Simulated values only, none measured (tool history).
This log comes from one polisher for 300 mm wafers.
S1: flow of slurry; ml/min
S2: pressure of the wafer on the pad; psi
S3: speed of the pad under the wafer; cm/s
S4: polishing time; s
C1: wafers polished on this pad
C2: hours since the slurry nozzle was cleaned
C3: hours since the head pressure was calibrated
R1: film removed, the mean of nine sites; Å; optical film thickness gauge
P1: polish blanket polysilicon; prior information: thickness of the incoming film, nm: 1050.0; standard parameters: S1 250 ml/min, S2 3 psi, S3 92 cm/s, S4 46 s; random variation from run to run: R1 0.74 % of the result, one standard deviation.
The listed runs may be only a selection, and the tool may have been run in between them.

run,day,S1,S2,S3,S4,C1,C2,C3,R1
1,0.183,250,3,92,46,433,383.1,353.9,3890.6
2,0.333,250,2,92,31,467,386.7,357.5,1740.8
3,0.458,360,3,92,25,495,389.7,360.5,2168
4,0.579,250,3,92,46,523,392.6,363.4,3937.4
5,0.754,250,4.6,92,46,562,396.8,367.6,6004.6
6,0.958,250,3,92,66,609,401.7,372.5,5546.2
# day 1.1: slurry nozzle cleaned
7,1.142,250,3,92,46,651,1.1,376.9,3854.8
8,1.308,250,3,92,46,688,5.1,380.9,3904.6
9,1.488,250,3,128,46,729,9.4,385.2,5455.4
10,1.625,150,3,92,46,760,12.7,388.5,3677
11,1.812,250,3,66,46,803,17.2,393,2798.2
12,1.975,250,3,92,21,840,21.1,396.9,1777.2
13,2.079,250,1.5,92,46,864,23.6,399.4,1950.7
14,2.271,250,3,92,46,907,28.2,404,3908.5
15,2.4,390,3,92,46,937,31.3,407.1,4030.8
16,2.612,250,3,92,46,985,36.4,412.2,3894.5
17,2.729,250,3,92,46,1012,39.2,415,3915.7
18,2.888,250,3,92,46,1048,43,418.8,3812.3
19,3.008,250,3,92,46,1075,45.9,421.7,3800.3
20,3.162,250,3,92,46,1110,49.6,425.4,3778.3
21,3.383,250,3,92,46,1160,54.9,430.7,3770.8
22,3.492,250,3,92,46,1185,57.5,433.3,3664.3
23,3.612,250,3,92,46,1212,60.4,436.2,3667.2
24,3.712,250,3,92,46,1235,62.8,438.6,3724.2
# day 3.729: worn pad replaced by a new one
25,3.892,250,3,92,46,37,67.1,442.9,3658.7
26,4.112,250,3,92,46,87,72.4,448.2,3677.2

P1 has crept away from where it was. The log is fitted equally well by each of these 2 causes, at the sizes shown:
A: head's pressure below its setpoint, % = 5.01
B: slurry flow missing at the pad, % = 32.6
At approximately day 2.729, the process output began to creep.
All other causes, with the reason each is excluded:
removal rate lost through wear of the pad, %: serviced at day 3.729, after the drift had started, without restoring the earlier output

The 4 check runs listed below each average the results of 5 wafers, and their outcomes are marked with question marks. Under which run would the listed causes produce clearly different results?
check 1,4.333,165,3,92,46,,,,?
check 2,4.333,250,3,92,58,,,,?
check 3,4.333,250,2.2,92,46,,,,?
check 4,4.333,250,3.8,92,46,,,,?

Expected result of each check under each candidate cause:
check,result,if A,if B
check 1,R1,3500.6,3416.8
check 2,R1,4662,4662
check 3,R1,2711.5,2711.4
check 4,R1,4683.5,4683.4
Per check, the gap between the least separated pair of causes, taken in the result that splits them most: check 1 2.42 %; check 2 0 %; check 3 0 %; check 4 0 %
Check 1 is the one run that separates the causes; every other check would come out nearly the same whichever cause is at work.

The results of check 1 are: R1 3492.3 Å. Based on these, which of the listed causes is it?

A is the cause: head's pressure below its setpoint, %.
